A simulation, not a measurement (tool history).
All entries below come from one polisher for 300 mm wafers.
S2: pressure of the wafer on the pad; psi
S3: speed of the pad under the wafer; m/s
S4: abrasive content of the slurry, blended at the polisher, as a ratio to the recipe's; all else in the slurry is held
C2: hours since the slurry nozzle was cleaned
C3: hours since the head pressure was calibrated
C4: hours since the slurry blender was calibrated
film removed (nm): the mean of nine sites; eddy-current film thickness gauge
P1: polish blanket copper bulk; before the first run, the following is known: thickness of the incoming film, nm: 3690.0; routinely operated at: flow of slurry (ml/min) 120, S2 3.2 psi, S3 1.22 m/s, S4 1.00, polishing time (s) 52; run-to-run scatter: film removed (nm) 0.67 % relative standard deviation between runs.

Run 1, hour 5.2: flow of slurry (ml/min) 120, S2 3.2 psi, S3 1.22 m/s, S4 1.00, polishing time (s) 52; wafers polished on this pad 524; C2 362.0; C3 367.7; C4 265.0. Result: film removed (nm) 730.63.
Run 2, hour 13.1: flow of slurry (ml/min) 120, S2 3.2 psi, S3 1.88 m/s, S4 1.00, polishing time (s) 52; wafers polished on this pad 594; C2 369.9; C3 375.6; C4 272.9. Result: film removed (nm) 1123.10.
Run 3, hour 22.1: flow of slurry (ml/min) 120, S2 1.6 psi, S3 1.22 m/s, S4 1.00, polishing time (s) 52; wafers polished on this pad 673; C2 378.9; C3 384.6; C4 281.9. Result: film removed (nm) 368.35.
Run 4, hour 27.8: flow of slurry (ml/min) 120, S2 3.2 psi, S3 1.22 m/s, S4 1.00, polishing time (s) 52; wafers polished on this pad 723; C2 384.6; C3 390.3; C4 287.6. Result: film removed (nm) 737.63.
Run 5, hour 34.4: flow of slurry (ml/min) 120, S2 3.2 psi, S3 0.88 m/s, S4 1.00, polishing time (s) 52; wafers polished on this pad 781; C2 391.2; C3 396.9; C4 294.2. Result: film removed (nm) 532.42.
Run 6, hour 44.6: flow of slurry (ml/min) 120, S2 3.2 psi, S3 1.22 m/s, S4 1.00, polishing time (s) 52; wafers polished on this pad 870; C2 401.4; C3 407.1; C4 304.4. Result: film removed (nm) 739.34.
Run 7, hour 54.2: flow of slurry (ml/min) 155, S2 3.2 psi, S3 1.22 m/s, S4 1.00, polishing time (s) 72; wafers polished on this pad 955; C2 411.0; C3 416.7; C4 314.0. Result: film removed (nm) 1077.70.
Run 8, hour 63.4: flow of slurry (ml/min) 180, S2 3.2 psi, S3 1.22 m/s, S4 1.00, polishing time (s) 52; wafers polished on this pad 1035; C2 420.2; C3 425.9; C4 323.2. Result: film removed (nm) 789.66.
At hour 68.5: slurry nozzle cleaned.
Run 9, hour 69.2: flow of slurry (ml/min) 120, S2 3.2 psi, S3 1.22 m/s, S4 1.00, polishing time (s) 52; wafers polished on this pad 1086; C2 0.8; C3 431.7; C4 329.0. Result: film removed (nm) 736.93.
Run 10, hour 74.8: flow of slurry (ml/min) 120, S2 4.9 psi, S3 1.22 m/s, S4 1.00, polishing time (s) 52; wafers polished on this pad 1136; C2 6.4; C3 437.3; C4 334.6. Result: film removed (nm) 1117.70.
Run 11, hour 84.0: flow of slurry (ml/min) 120, S2 3.2 psi, S3 1.22 m/s, S4 0.70, polishing time (s) 52; wafers polished on this pad 1216; C2 15.6; C3 446.5; C4 343.8. Result: film removed (nm) 684.21.
Run 12, hour 89.6: flow of slurry (ml/min) 120, S2 3.2 psi, S3 1.22 m/s, S4 1.45, polishing time (s) 52; wafers polished on this pad 1265; C2 21.2; C3 452.1; C4 349.4. Result: film removed (nm) 798.46.
Run 13, hour 97.1: flow of slurry (ml/min) 120, S2 3.2 psi, S3 1.22 m/s, S4 1.00, polishing time (s) 52; wafers polished on this pad 1331; C2 28.7; C3 459.6; C4 356.9. Result: film removed (nm) 724.35.
Run 14, hour 102.9: flow of slurry (ml/min) 120, S2 3.2 psi, S3 1.22 m/s, S4 1.00, polishing time (s) 52; wafers polished on this pad 1382; C2 34.5; C3 465.4; C4 362.7. Result: film removed (nm) 731.33.
Run 15, hour 110.0: flow of slurry (ml/min) 120, S2 3.2 psi, S3 1.22 m/s, S4 1.00, polishing time (s) 52; wafers polished on this pad 1445; C2 41.6; C3 472.5; C4 369.8. Result: film removed (nm) 736.92.
Run 16, hour 117.9: flow of slurry (ml/min) 80, S2 3.2 psi, S3 1.22 m/s, S4 1.00, polishing time (s) 52; wafers polished on this pad 1514; C2 49.5; C3 480.4; C4 377.7. Result: film removed (nm) 665.88.
Run 17, hour 125.5: flow of slurry (ml/min) 120, S2 3.2 psi, S3 1.22 m/s, S4 1.00, polishing time (s) 23; wafers polished on this pad 1581; C2 57.1; C3 488.0; C4 385.3. Result: film removed (nm) 321.47.
Run 18, hour 135.6: flow of slurry (ml/min) 120, S2 3.2 psi, S3 1.22 m/s, S4 1.00, polishing time (s) 81; wafers polished on this pad 1669; C2 67.2; C3 498.1; C4 395.4. Result: film removed (nm) 1143.90.
At hour 139.7: head pressure recalibrated.
Run 19, hour 145.6: flow of slurry (ml/min) 120, S2 4.1 psi, S3 1.22 m/s, S4 1.00, polishing time (s) 35; wafers polished on this pad 1757; C2 77.2; C3 6.0; C4 405.4. Result: film removed (nm) 630.82.
Run 20, hour 155.3: flow of slurry (ml/min) 120, S2 3.2 psi, S3 1.22 m/s, S4 1.00, polishing time (s) 52; wafers polished on this pad 1842; C2 86.9; C3 15.7; C4 415.1. Result: film removed (nm) 720.46.
Run 21, hour 162.2: flow of slurry (ml/min) 120, S2 3.2 psi, S3 1.22 m/s, S4 1.00, polishing time (s) 52; wafers polished on this pad 1903; C2 93.8; C3 22.6; C4 422.0. Result: film removed (nm) 707.32.
Run 22, hour 169.7: flow of slurry (ml/min) 120, S2 3.2 psi, S3 1.22 m/s, S4 1.00, polishing time (s) 52; wafers polished on this pad 1969; C2 101.3; C3 30.1; C4 429.5. Result: film removed (nm) 684.13.
Run 23, hour 175.5: flow of slurry (ml/min) 120, S2 3.2 psi, S3 1.22 m/s, S4 1.00, polishing time (s) 52; wafers polished on this pad 2020; C2 107.1; C3 35.9; C4 435.3. Result: film removed (nm) 674.62.
Run 24, hour 180.3: flow of slurry (ml/min) 120, S2 3.2 psi, S3 1.22 m/s, S4 1.00, polishing time (s) 52; wafers polished on this pad 2062; C2 111.9; C3 40.7; C4 440.1. Result: film removed (nm) 670.99.
At hour 186.1: slurry blender recalibrated.
Run 25, hour 186.9: flow of slurry (ml/min) 120, S2 3.2 psi, S3 1.22 m/s, S4 1.00, polishing time (s) 52; wafers polished on this pad 2120; C2 118.5; C3 47.3; C4 0.9. Result: film removed (nm) 665.82.
Run 26, hour 194.8: flow of slurry (ml/min) 120, S2 3.2 psi, S3 1.22 m/s, S4 1.00, polishing time (s) 52; wafers polished on this pad 2189; C2 126.4; C3 55.2; C4 8.8. Result: film removed (nm) 657.36.
Run 27, hour 200.6: flow of slurry (ml/min) 120, S2 3.2 psi, S3 1.22 m/s, S4 1.00, polishing time (s) 52; wafers polished on this pad 2240; C2 132.2; C3 61.0; C4 14.6. Result: film removed (nm) 651.35.
Run 28, hour 207.0: flow of slurry (ml/min) 120, S2 3.2 psi, S3 1.22 m/s, S4 1.00, polishing time (s) 52; wafers polished on this pad 2296; C2 138.6; C3 67.4; C4 21.0. Result: film removed (nm) 651.23.
At hour 207.3: worn pad replaced by a new one.
Run 29, hour 217.0: flow of slurry (ml/min) 120, S2 3.2 psi, S3 1.22 m/s, S4 1.00, polishing time (s) 52; wafers polished on this pad 85; C2 148.6; C3 77.4; C4 31.0. Result: film removed (nm) 650.14.
Run 30, hour 225.1: flow of slurry (ml/min) 120, S2 3.2 psi, S3 1.22 m/s, S4 1.00, polishing time (s) 52; wafers polished on this pad 156; C2 156.7; C3 85.5; C4 39.1. Result: film removed (nm) 640.85.
Run 31, hour 235.2: flow of slurry (ml/min) 120, S2 3.2 psi, S3 1.22 m/s, S4 1.00, polishing time (s) 52; wafers polished on this pad 245; C2 166.8; C3 95.6; C4 49.2. Result: film removed (nm) 650.92.

What P1 gives has crept off from where it sat before. The 2 causes that follow fit the log equally well, each at the size noted:
A: head's pressure below its setpoint, % = 11.6
B: slurry flow missing at the pad, % = 37.3
The drift started at roughly hour 155.3.
Why every other cause is out:
removal rate lost through wear of the pad, %: was serviced at hour 207.3, once the creep was under way, yet the earlier output never came back
abrasive missing from the slurry, %: was serviced at hour 186.1, once the creep was under way, yet the earlier output never came back

Consider the 4 check runs below, whose results appear as question marks and each of which averages 2 wafers. Which one distinguishes the causes, in that each cause would give it a clearly different result?
Run check 1, hour 245.3: flow of slurry (ml/min) 120, S2 4.4 psi, S3 1.22 m/s, S4 1.00, polishing time (s) 52. Result: film removed (nm) ?.
Run check 2, hour 245.3: flow of slurry (ml/min) 175, S2 3.2 psi, S3 1.22 m/s, S4 1.00, polishing time (s) 52. Result: film removed (nm) ?.
Run check 3, hour 245.3: flow of slurry (ml/min) 120, S2 3.2 psi, S3 1.80 m/s, S4 1.00, polishing time (s) 52. Result: film removed (nm) ?.
Run check 4, hour 245.3: flow of slurry (ml/min) 120, S2 3.9 psi, S3 1.22 m/s, S4 1.00, polishing time (s) 52. Result: film removed (nm) ?.

How each check would come out, cause by cause:
  check             result    if A    if B
check 1  film removed (nm)  892.38  892.89
check 2  film removed (nm)  694.50  719.78
check 3  film removed (nm)  957.55  958.09
check 4  film removed (nm)  790.97  791.42
How far apart the two closest causes lie, in the result that separates them most: check 1 0.06 %; check 2 3.58 %; check 3 0.06 %; check 4 0.06 %
The other checks would show nearly matching results whichever cause is true, so check 2 is the only one that separates the causes.

Check 2 has now been run. It gave: film removed (nm) 687.01. Which of the candidate causes is it?

It is A: head's pressure below its setpoint, %.

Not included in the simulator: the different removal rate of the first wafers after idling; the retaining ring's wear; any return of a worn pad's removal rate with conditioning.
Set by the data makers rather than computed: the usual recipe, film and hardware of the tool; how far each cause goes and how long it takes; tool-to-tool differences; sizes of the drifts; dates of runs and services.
